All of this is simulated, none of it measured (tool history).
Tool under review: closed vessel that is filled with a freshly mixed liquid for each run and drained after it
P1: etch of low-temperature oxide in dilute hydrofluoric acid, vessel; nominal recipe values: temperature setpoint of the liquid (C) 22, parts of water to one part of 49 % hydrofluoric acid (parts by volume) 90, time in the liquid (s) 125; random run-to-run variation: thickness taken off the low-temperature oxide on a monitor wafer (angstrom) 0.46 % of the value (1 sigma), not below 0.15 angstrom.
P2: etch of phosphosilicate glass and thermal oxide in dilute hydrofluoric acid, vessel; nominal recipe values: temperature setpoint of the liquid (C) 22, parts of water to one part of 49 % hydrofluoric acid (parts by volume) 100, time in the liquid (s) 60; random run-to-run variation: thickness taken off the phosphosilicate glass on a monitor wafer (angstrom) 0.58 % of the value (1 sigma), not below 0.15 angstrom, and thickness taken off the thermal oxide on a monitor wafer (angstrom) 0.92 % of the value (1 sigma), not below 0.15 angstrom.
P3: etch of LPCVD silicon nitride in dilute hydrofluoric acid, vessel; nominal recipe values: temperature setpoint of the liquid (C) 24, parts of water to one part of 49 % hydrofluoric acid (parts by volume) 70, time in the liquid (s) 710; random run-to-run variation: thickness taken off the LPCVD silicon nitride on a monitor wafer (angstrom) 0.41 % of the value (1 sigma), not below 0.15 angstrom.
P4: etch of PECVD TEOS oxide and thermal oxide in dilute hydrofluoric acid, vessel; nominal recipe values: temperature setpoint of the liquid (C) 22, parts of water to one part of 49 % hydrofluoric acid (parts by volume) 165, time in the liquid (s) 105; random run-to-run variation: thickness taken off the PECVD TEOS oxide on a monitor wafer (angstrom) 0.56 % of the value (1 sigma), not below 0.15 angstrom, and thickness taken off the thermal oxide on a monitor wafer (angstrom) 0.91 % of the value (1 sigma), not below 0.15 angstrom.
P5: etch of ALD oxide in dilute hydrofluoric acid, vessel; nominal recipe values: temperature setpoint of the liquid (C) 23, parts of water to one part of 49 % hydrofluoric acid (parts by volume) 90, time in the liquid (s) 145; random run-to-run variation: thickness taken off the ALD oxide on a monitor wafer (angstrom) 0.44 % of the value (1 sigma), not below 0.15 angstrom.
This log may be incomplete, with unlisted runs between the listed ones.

run	hour	process that ran	temperature setpoint of the liquid (C)	parts of water to one part of 49 % hydrofluoric acid (parts by volume)	time in the liquid (s)	hours since the thermometer was replaced	hours since the hydrofluoric acid flow meter was replaced	thickness taken off the low-temperature oxide on a monitor wafer (angstrom)	thickness taken off the ALD oxide on a monitor wafer (angstrom)	thickness taken off the phosphosilicate glass on a monitor wafer (angstrom)	thickness taken off the thermal oxide on a monitor wafer (angstrom)	thickness taken off the LPCVD silicon nitride on a monitor wafer (angstrom)	thickness taken off the PECVD TEOS oxide on a monitor wafer (angstrom)
1	4.7	P1	22	90	125	133.5	174.1	185.48					
2	9	P1	22	125	125	137.8	178.4	128.71					
3	12.4	P5	23	55	145	141.2	181.8		646.32				
4	15.5	P5	23	90	240	144.3	184.9		625.92				
5	20.2	P2	17.5	100	60	149	189.6			618.7	23.208		
6	25.2	P3	24	70	40	154	194.6					2.9036	
7	28	P2	22	100	115	156.8	197.4			1419.8	52.836		
8	33.6	P3	24	70	710	162.4	203					51.854	
9	36.4	P2	22	55	60	165.2	205.8			1409	52.917		
10	41.9	P4	22	165	105	170.7	211.3				26.04		57.161
11	45.9	P4	27	165	105	174.7	215.3				32.077		68.119
12	51.5	P5	23	90	145	180.3	220.9		382.13				
13	55.7	P1	22	90	125	184.5	225.1	185.67					
14	61.1	P4	22	165	105	189.9	230.5				26.218		56.534
15	64.3	P1	22	90	125	193.1	233.7	186.92					
16	69.4	P4	22	280	105	198.2	238.8				13.675		29.855
17	73.6	P5	18.5	90	145	202.4	243		314.31				
18	76.6	P5	23	90	145	205.4	246		379.58				
19	79.7	P1	17.5	90	125	208.5	249.1	153.55					
20	84.3	P1	22	90	125	213.1	253.7	185.63					
21	88.1	P1	28.5	90	125	216.9	257.5	240.91					
22	92	P3	24	70	710	220.8	261.4					52.101	
23	95.2	P1	22	120	55	224	264.6	59.465					
24	99.5	P2	22	100	60	228.3	268.9			733.84	27.525		
25	102.7	P1	29.5	35	125	231.5	272.1	701.25					
26	108.6	P3	24	25	710	237.4	278					141.15	
27	112.3	P1	22	90	185	241.1	281.7	274.78					
28	115.1	P1	17	90	190	243.9	284.5	228.82					
29	118.6	P1	22	90	125	247.4	288	187.35					
30	123.7	P3	29.5	70	710	252.5	293.1					74.634	
31	128	P1	22	90	125	256.8	297.4	187.8					
32	131.8	P4	22	165	30	260.6	301.2				7.6055		16.146
33	136.8	P2	22	100	60	265.6	306.2			736.89	27.361		
34	139.8	P1	22	30	125	268.6	309.2	602.57					
35	145.6	P1	22	90	40	274.4	315	59.867					
36	150.7	P1	22	90	125	279.5	320.1	185.77					
37	154.8	P1	22	90	125	283.6	324.2	183.14					
38	158.6	P1	22	90	125	287.4	328	178.63					
39	162.3	P1	22	90	125	291.1	331.7	177.84					
40	167.6	P1	22	90	125	296.4	337	177.88					
41	170.9	P1	22	90	125	299.7	340.3	175.48					
42	174.2	P1	22	90	125	303	343.6	173.66					
43	178.1	P1	22	90	125	306.9	347.5	177.23					

What P1 gives has crept away from where it was. These 2 causes fit the log equally well, each at the size given:
A: liquid colder than its thermometer reads (K) = 1.39
B: hydrofluoric acid flow below the setpoint (%) = 4.98
The gradual shift began around hour 150.7.

The 4 check runs listed below each average the results of 2 wafers, and their outcomes are marked with question marks. Under which run would the listed causes produce clearly different results?
check 1	182	P3	29	70	380							?	
check 2	182	P4	22	165	30						?		?
check 3	182	P5	19.5	90	205				?				
check 4	182	P2	18	55	60					?	?		

Check results expected under each cause:
check	result	if A	if B
check 1	thickness taken off the LPCVD silicon nitride on a monitor wafer (angstrom)	35.189	36.586
check 2	thickness taken off the thermal oxide on a monitor wafer (angstrom)	7.1647	7.1202
check 2	thickness taken off the PECVD TEOS oxide on a monitor wafer (angstrom)	15.295	15.201
check 3	thickness taken off the ALD oxide on a monitor wafer (angstrom)	438.94	439.68
check 4	thickness taken off the phosphosilicate glass on a monitor wafer (angstrom)	1130.5	1137.1
check 4	thickness taken off the thermal oxide on a monitor wafer (angstrom)	42.104	42.349
Gap, in per cent, between the two causes that each check separates least, read from the result that separates them most: check 1 3.89 %; check 2 0.62 %; check 3 0.17 %; check 4 0.58 %
Only check 1 tells the causes apart: in the others they would give nearly the same result.

Then check 1 was run and gave: thickness taken off the LPCVD silicon nitride on a monitor wafer (angstrom) 36.7. Which cause is it?

It is B: hydrofluoric acid flow below the setpoint (%).
